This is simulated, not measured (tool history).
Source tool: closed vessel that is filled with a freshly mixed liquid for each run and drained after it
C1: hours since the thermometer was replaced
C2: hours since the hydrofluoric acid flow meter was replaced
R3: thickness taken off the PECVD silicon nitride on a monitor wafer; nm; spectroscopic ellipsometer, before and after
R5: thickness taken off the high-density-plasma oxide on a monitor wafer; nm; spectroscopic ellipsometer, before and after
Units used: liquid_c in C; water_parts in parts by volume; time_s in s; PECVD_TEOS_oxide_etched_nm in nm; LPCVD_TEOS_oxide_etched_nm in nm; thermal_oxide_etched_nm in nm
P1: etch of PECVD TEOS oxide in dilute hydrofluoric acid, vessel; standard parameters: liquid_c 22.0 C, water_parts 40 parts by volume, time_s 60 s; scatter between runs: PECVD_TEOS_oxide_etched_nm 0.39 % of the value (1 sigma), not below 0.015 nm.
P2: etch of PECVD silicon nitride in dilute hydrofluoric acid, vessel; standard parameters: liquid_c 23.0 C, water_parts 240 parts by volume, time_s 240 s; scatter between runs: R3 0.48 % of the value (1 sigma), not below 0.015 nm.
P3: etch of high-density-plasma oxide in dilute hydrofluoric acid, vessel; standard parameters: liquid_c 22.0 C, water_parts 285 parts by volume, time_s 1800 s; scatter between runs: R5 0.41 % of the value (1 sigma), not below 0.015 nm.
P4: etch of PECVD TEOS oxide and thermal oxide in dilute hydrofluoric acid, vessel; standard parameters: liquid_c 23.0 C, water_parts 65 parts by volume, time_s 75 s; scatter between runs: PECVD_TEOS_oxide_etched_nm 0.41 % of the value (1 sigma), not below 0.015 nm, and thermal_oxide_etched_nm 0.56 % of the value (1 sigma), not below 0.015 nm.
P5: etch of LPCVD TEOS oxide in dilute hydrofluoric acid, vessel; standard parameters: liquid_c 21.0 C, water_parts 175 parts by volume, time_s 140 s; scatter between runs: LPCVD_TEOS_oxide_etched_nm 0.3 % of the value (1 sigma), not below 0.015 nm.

{"run": 1, "hour": 14.4, "process": "P1", "liquid_c": 22.0, "water_parts": 40, "time_s": 60, "C1": 398.0, "C2": 223.9, "PECVD_TEOS_oxide_etched_nm": 33.516}
{"run": 2, "hour": 21.5, "process": "P5", "liquid_c": 21.0, "water_parts": 175, "time_s": 140, "C1": 405.1, "C2": 231.0, "LPCVD_TEOS_oxide_etched_nm": 36.848}
{"run": 3, "hour": 33.9, "process": "P2", "liquid_c": 28.0, "water_parts": 240, "time_s": 240, "C1": 417.5, "C2": 243.4, "R3": 7.4859}
{"run": 4, "hour": 45.0, "process": "P1", "liquid_c": 22.0, "water_parts": 40, "time_s": 60, "C1": 428.6, "C2": 254.5, "PECVD_TEOS_oxide_etched_nm": 33.49}
{"run": 5, "hour": 53.9, "process": "P1", "liquid_c": 22.0, "water_parts": 20, "time_s": 35, "C1": 437.5, "C2": 263.4, "PECVD_TEOS_oxide_etched_nm": 40.167}
{"run": 6, "hour": 65.7, "process": "P4", "liquid_c": 23.0, "water_parts": 100, "time_s": 75, "C1": 449.3, "C2": 275.2, "PECVD_TEOS_oxide_etched_nm": 18.613, "thermal_oxide_etched_nm": 3.5308}
{"run": 7, "hour": 79.9, "process": "P1", "liquid_c": 22.0, "water_parts": 20, "time_s": 60, "C1": 463.5, "C2": 289.4, "PECVD_TEOS_oxide_etched_nm": 68.482}
{"run": 8, "hour": 88.8, "process": "P1", "liquid_c": 22.0, "water_parts": 40, "time_s": 60, "C1": 472.4, "C2": 298.3, "PECVD_TEOS_oxide_etched_nm": 33.36}
{"run": 9, "hour": 98.1, "process": "P2", "liquid_c": 23.0, "water_parts": 365, "time_s": 240, "C1": 481.7, "C2": 307.6, "R3": 3.5887}
{"run": 10, "hour": 107.2, "process": "P4", "liquid_c": 17.5, "water_parts": 65, "time_s": 75, "C1": 490.8, "C2": 316.7, "PECVD_TEOS_oxide_etched_nm": 23.354, "thermal_oxide_etched_nm": 4.5283}
{"run": 11, "hour": 118.7, "process": "P1", "liquid_c": 22.0, "water_parts": 70, "time_s": 60, "C1": 502.3, "C2": 328.2, "PECVD_TEOS_oxide_etched_nm": 18.362}
{"run": 12, "hour": 131.5, "process": "P4", "liquid_c": 23.0, "water_parts": 65, "time_s": 30, "C1": 515.1, "C2": 341.0, "PECVD_TEOS_oxide_etched_nm": 11.787, "thermal_oxide_etched_nm": 2.2791}
{"run": 13, "hour": 141.7, "process": "P3", "liquid_c": 22.0, "water_parts": 105, "time_s": 1800, "C1": 525.3, "C2": 351.2, "R5": 85.648}
{"run": 14, "hour": 155.3, "process": "P4", "liquid_c": 23.0, "water_parts": 65, "time_s": 75, "C1": 538.9, "C2": 364.8, "PECVD_TEOS_oxide_etched_nm": 29.508, "thermal_oxide_etched_nm": 5.6267}
{"run": 15, "hour": 167.9, "process": "P2", "liquid_c": 23.0, "water_parts": 240, "time_s": 355, "C1": 551.5, "C2": 377.4, "R3": 8.1349}
{"run": 16, "hour": 181.5, "process": "P1", "liquid_c": 22.0, "water_parts": 40, "time_s": 60, "C1": 565.1, "C2": 391.0, "PECVD_TEOS_oxide_etched_nm": 33.441}
{"run": 17, "hour": 191.1, "process": "P1", "liquid_c": 29.5, "water_parts": 55, "time_s": 60, "C1": 574.7, "C2": 400.6, "PECVD_TEOS_oxide_etched_nm": 32.433}
{"run": 18, "hour": 202.1, "process": "P1", "liquid_c": 22.0, "water_parts": 40, "time_s": 100, "C1": 585.7, "C2": 411.6, "PECVD_TEOS_oxide_etched_nm": 55.615}
{"run": 19, "hour": 213.5, "process": "P3", "liquid_c": 22.0, "water_parts": 285, "time_s": 680, "C1": 597.1, "C2": 423.0, "R5": 9.9654}
{"run": 20, "hour": 225.1, "process": "P4", "liquid_c": 23.0, "water_parts": 65, "time_s": 75, "C1": 608.7, "C2": 434.6, "PECVD_TEOS_oxide_etched_nm": 29.747, "thermal_oxide_etched_nm": 5.6444}
{"run": 21, "hour": 236.9, "process": "P5", "liquid_c": 21.0, "water_parts": 175, "time_s": 30, "C1": 620.5, "C2": 446.4, "LPCVD_TEOS_oxide_etched_nm": 7.8903}
{"run": 22, "hour": 244.5, "process": "P1", "liquid_c": 28.0, "water_parts": 40, "time_s": 60, "C1": 628.1, "C2": 454.0, "PECVD_TEOS_oxide_etched_nm": 42.734}
{"run": 23, "hour": 256.1, "process": "P2", "liquid_c": 23.0, "water_parts": 240, "time_s": 240, "C1": 639.7, "C2": 465.6, "R3": 5.4919}
{"run": 24, "hour": 267.0, "process": "P5", "liquid_c": 21.0, "water_parts": 35, "time_s": 140, "C1": 650.6, "C2": 476.5, "LPCVD_TEOS_oxide_etched_nm": 216.17}
{"run": 25, "hour": 279.7, "process": "P3", "liquid_c": 22.0, "water_parts": 285, "time_s": 1800, "C1": 663.3, "C2": 489.2, "R5": 26.36}
{"run": 26, "hour": 291.9, "process": "P5", "liquid_c": 21.0, "water_parts": 175, "time_s": 140, "C1": 675.5, "C2": 501.4, "LPCVD_TEOS_oxide_etched_nm": 36.758}
{"run": 27, "hour": 307.8, "process": "P5", "liquid_c": 29.0, "water_parts": 175, "time_s": 140, "C1": 691.4, "C2": 517.3, "LPCVD_TEOS_oxide_etched_nm": 49.827}
{"run": 28, "hour": 317.1, "process": "P1", "liquid_c": 22.0, "water_parts": 40, "time_s": 60, "C1": 700.7, "C2": 526.6, "PECVD_TEOS_oxide_etched_nm": 33.411}
{"run": 29, "hour": 327.2, "process": "P1", "liquid_c": 18.0, "water_parts": 40, "time_s": 60, "C1": 710.8, "C2": 536.7, "PECVD_TEOS_oxide_etched_nm": 28.285}
{"run": 30, "hour": 338.9, "process": "P1", "liquid_c": 22.0, "water_parts": 40, "time_s": 30, "C1": 722.5, "C2": 548.4, "PECVD_TEOS_oxide_etched_nm": 16.581}
{"run": 31, "hour": 354.4, "process": "P1", "liquid_c": 22.0, "water_parts": 40, "time_s": 60, "C1": 738.0, "C2": 563.9, "PECVD_TEOS_oxide_etched_nm": 33.336}
{"run": 32, "hour": 369.4, "process": "P3", "liquid_c": 17.0, "water_parts": 285, "time_s": 1800, "C1": 753.0, "C2": 578.9, "R5": 21.884}
{"run": 33, "hour": 384.0, "process": "P1", "liquid_c": 22.0, "water_parts": 40, "time_s": 60, "C1": 767.6, "C2": 593.5, "PECVD_TEOS_oxide_etched_nm": 33.515}
{"run": 34, "hour": 393.1, "process": "P1", "liquid_c": 22.0, "water_parts": 40, "time_s": 60, "C1": 776.7, "C2": 602.6, "PECVD_TEOS_oxide_etched_nm": 34.123}
{"run": 35, "hour": 407.3, "process": "P1", "liquid_c": 22.0, "water_parts": 40, "time_s": 60, "C1": 790.9, "C2": 616.8, "PECVD_TEOS_oxide_etched_nm": 34.958}
{"run": 36, "hour": 421.0, "process": "P1", "liquid_c": 22.0, "water_parts": 40, "time_s": 60, "C1": 804.6, "C2": 630.5, "PECVD_TEOS_oxide_etched_nm": 35.085}
{"run": 37, "hour": 433.3, "process": "P1", "liquid_c": 22.0, "water_parts": 40, "time_s": 60, "C1": 816.9, "C2": 642.8, "PECVD_TEOS_oxide_etched_nm": 35.54}
{"run": 38, "hour": 445.0, "process": "P1", "liquid_c": 22.0, "water_parts": 40, "time_s": 60, "C1": 828.6, "C2": 654.5, "PECVD_TEOS_oxide_etched_nm": 35.258}
{"run": 39, "hour": 458.5, "process": "P1", "liquid_c": 22.0, "water_parts": 40, "time_s": 60, "C1": 842.1, "C2": 668.0, "PECVD_TEOS_oxide_etched_nm": 35.65}
{"run": 40, "hour": 468.0, "process": "P1", "liquid_c": 22.0, "water_parts": 40, "time_s": 60, "C1": 851.6, "C2": 677.5, "PECVD_TEOS_oxide_etched_nm": 35.804}
{"run": 41, "hour": 477.8, "process": "P1", "liquid_c": 22.0, "water_parts": 40, "time_s": 60, "C1": 861.4, "C2": 687.3, "PECVD_TEOS_oxide_etched_nm": 35.542}

The output of P1 has drifted from where it used to be. Each of the 2 causes below, taken at the size shown beside it, accounts for the log equally well:
A: hydrofluoric acid flow above the setpoint (%) = 6.28
B: liquid hotter than its thermometer reads (K) = 1.53
The onset of the drift is placed at about hour 384.0.

Which of the check runs below tells the causes apart, meaning the causes would give it clearly different results? Each run uses 2 wafers whose results are averaged, and each result is shown as a question mark.
{"run": "check 1", "hour": 487.6, "process": "P3", "liquid_c": 22.0, "water_parts": 105, "time_s": 1800, "R5": "?"}
{"run": "check 2", "hour": 487.6, "process": "P5", "liquid_c": 21.0, "water_parts": 95, "time_s": 35, "LPCVD_TEOS_oxide_etched_nm": "?"}
{"run": "check 3", "hour": 487.6, "process": "P4", "liquid_c": 23.0, "water_parts": 100, "time_s": 75, "PECVD_TEOS_oxide_etched_nm": "?", "thermal_oxide_etched_nm": "?"}
{"run": "check 4", "hour": 487.6, "process": "P2", "liquid_c": 23.0, "water_parts": 335, "time_s": 330, "R3": "?"}

What every check run would give for each of its results, assuming each possible cause in turn:
check=check_1 result=R5 if_A=92.1350 if_B=91.4900
check=check_2 result=LPCVD_TEOS_oxide_etched_nm if_A=19.8520 if_B=19.7470
check=check_3 result=PECVD_TEOS_oxide_etched_nm if_A=19.713 if_B=19.570
check=check_3 result=thermal_oxide_etched_nm if_A=3.7765 if_B=3.7491
check=check_4 result=R3 if_A=5.7898 if_B=5.9816
Per check, the gap between the least separated pair of causes, taken in the result that splits them most: check 1 0.7 %; check 2 0.53 %; check 3 0.73 %; check 4 3.26 %
The causes can be told apart only by check 4. The other checks would give nearly the same results under each of them.

Then check 4 was run and gave: R3 5.9327 nm. Which cause is it?

The cause is B: liquid hotter than its thermometer reads (K).

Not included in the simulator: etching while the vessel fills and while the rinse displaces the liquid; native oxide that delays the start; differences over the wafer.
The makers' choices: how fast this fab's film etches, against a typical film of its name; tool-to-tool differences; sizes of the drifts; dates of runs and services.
